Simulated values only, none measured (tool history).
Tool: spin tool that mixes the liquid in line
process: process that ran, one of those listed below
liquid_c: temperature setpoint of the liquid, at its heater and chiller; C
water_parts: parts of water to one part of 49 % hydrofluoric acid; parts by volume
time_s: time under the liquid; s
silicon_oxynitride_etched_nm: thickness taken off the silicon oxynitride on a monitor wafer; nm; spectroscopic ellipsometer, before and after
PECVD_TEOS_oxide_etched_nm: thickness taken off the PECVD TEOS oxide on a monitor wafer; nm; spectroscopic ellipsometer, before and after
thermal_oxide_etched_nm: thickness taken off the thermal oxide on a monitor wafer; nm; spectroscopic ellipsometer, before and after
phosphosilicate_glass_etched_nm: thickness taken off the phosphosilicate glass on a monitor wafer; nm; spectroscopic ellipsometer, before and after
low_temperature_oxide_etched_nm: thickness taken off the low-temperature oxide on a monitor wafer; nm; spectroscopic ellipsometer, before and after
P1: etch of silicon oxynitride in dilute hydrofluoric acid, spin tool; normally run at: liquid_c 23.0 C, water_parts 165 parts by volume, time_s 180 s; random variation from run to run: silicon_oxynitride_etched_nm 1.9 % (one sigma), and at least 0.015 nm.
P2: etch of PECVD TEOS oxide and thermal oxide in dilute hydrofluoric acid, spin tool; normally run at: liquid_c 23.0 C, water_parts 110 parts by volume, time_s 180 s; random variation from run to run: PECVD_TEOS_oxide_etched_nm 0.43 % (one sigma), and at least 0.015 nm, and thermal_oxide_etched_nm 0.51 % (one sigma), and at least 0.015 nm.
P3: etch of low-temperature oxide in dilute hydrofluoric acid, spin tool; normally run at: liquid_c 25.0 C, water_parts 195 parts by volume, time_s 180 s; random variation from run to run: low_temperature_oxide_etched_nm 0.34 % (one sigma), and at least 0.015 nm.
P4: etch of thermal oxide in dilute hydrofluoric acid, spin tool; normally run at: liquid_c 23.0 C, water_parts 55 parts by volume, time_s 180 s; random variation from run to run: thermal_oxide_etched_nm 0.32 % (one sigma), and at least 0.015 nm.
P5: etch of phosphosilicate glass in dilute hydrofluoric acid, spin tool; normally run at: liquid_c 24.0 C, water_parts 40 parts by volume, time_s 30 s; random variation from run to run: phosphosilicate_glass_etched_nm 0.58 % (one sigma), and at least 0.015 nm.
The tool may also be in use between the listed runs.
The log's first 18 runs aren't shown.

run   hour  process  liquid_c  water_parts  time_s  hours since the thermometer was replaced  hours since the hydrofluoric acid flow meter was replaced  silicon_oxynitride_etched_nm  PECVD_TEOS_oxide_etched_nm  thermal_oxide_etched_nm  phosphosilicate_glass_etched_nm  low_temperature_oxide_etched_nm
      78.1  -- hydrofluoric acid flow meter replaced
 19   80.1       P1      23.0          165      60                                     415.5                                                        2.1                       0.44586
 20   83.8       P2      23.0          110     180                                     419.2                                                        5.8                                                    23.143                   7.4087
 21   87.7       P5      24.0           25      30                                     423.1                                                        9.7                                                                                                              177.81
 22   93.0       P5      24.0           40      50                                     428.4                                                       15.0                                                                                                              183.48
 23   95.7       P5      24.0           40      30                                     431.1                                                       17.7                                                                                                              109.86
 24  101.0       P4      23.0           90     180                                     436.4                                                       23.0                                                                             9.3938
 25  104.8       P3      32.5          195     180                                     440.2                                                       26.8                                                                                                                                              31.2650
 26  110.0       P1      23.0          165     180                                     445.4                                                       32.0                       1.41060
 27  114.4       P1      23.0           70     180                                     449.8                                                       36.4                       3.45930
 28  118.7       P1      23.0          235     265                                     454.1                                                       40.7                       1.41840
     119.2  -- thermometer replaced
 29  123.8       P3      25.0          195     180                                       4.6                                                       45.8                                                                                                                                              23.9960
 30  126.6       P2      17.0          110     180                                       7.4                                                       48.6                                                    17.891                   5.8196
 31  131.2       P1      23.0          165     180                                      12.0                                                       53.2                       1.40940
 32  136.1       P1      23.0          165     180                                      16.9                                                       58.1                       1.43120
 33  139.5       P1      23.0          165     180                                      20.3                                                       61.5                       1.39010
 34  144.8       P1      23.0          165     180                                      25.6                                                       66.8                       1.49300
 35  148.9       P1      23.0          165     180                                      29.7                                                       70.9                       1.54440
 36  152.4       P1      23.0          165     180                                      33.2                                                       74.4                       1.53940
 37  157.4       P1      23.0          165     180                                      38.2                                                       79.4                       1.49110
 38  162.9       P1      23.0          165     180                                      43.7                                                       84.9                       1.55600
 39  166.2       P1      23.0          165     180                                      47.0                                                       88.2                       1.58200

Forecast run 40:
 40  171.5       P1      23.0          165     180                                      52.3                                                       93.5                             ?

{"run 40": {"silicon_oxynitride_etched_nm": 1.5414}}
